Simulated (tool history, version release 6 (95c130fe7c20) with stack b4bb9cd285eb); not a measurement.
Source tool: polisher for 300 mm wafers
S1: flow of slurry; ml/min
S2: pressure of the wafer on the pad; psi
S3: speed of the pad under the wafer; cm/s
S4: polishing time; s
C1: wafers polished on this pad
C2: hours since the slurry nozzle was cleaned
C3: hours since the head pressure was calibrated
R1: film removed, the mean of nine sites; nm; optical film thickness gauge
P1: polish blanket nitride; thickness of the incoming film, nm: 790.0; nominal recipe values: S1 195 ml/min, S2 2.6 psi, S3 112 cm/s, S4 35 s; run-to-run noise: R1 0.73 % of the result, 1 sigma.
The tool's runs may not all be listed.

run   hour   S1   S2   S3  S4    C1     C2     C3      R1
  1   11.8  195  2.6  112  35   388  234.7  536.4  42.422
  2   29.7  130  2.6  112  35   576  252.6  554.3  39.133
  3   49.0  195  2.6  170  24   779  271.9  573.6  40.904
  4   65.8  195  1.5  112  35   956  288.7  590.4  23.978
  5   79.9  195  2.6  158  52  1104  302.8  604.5  82.530
  6   96.8  195  2.6  112  25  1282  319.7  621.4  30.113
  7  113.8  195  2.6  112  35  1461  336.7  638.4  42.351
     123.4  -- slurry nozzle cleaned
  8  128.0  195  3.9  112  35  1611    4.6  652.6  63.232
  9  147.4  195  2.6  112  35  1815   24.0  672.0  42.709
 10  157.6  195  2.6  158  26  1922   34.2  682.2  40.994
 11  174.5  195  2.6   50  35  2100   51.1  699.1  21.998
 12  192.8  195  2.6  112  55  2293   69.4  717.4  66.113
 13  209.6  195  2.6  112  35  2470   86.2  734.2  42.811
 14  229.0  260  2.6  112  35  2674  105.6  753.6  43.364
 15  238.8  195  2.6  176  35  2777  115.4  763.4  60.098
 16  252.8  195  2.6  112  35  2924  129.4  777.4  42.526
 17  262.7  195  2.6  112  35  3028  139.3  787.3  41.375
 18  273.9  195  2.6  112  35  3146  150.5  798.5  40.396
 19  286.9  195  2.6  112  35  3283  163.5  811.5  39.953
 20  303.4  195  2.6  112  35  3457  180.0  828.0  38.774
 21  315.4  195  2.6  112  35  3583  192.0  840.0  38.892
 22  327.1  195  2.6  112  35  3706  203.7  851.7  39.133
     340.6  -- head pressure recalibrated
 23  344.1  195  2.6  112  35  3885  220.7    3.6  38.455
 24  358.7  195  2.6  112  35  4039  235.3   18.2  38.915

Estimate the outcome of run 25 from the log above:
 25  370.1  195  2.6  112  35  4159  246.7  29.6   ?

R1: 38.421 nm

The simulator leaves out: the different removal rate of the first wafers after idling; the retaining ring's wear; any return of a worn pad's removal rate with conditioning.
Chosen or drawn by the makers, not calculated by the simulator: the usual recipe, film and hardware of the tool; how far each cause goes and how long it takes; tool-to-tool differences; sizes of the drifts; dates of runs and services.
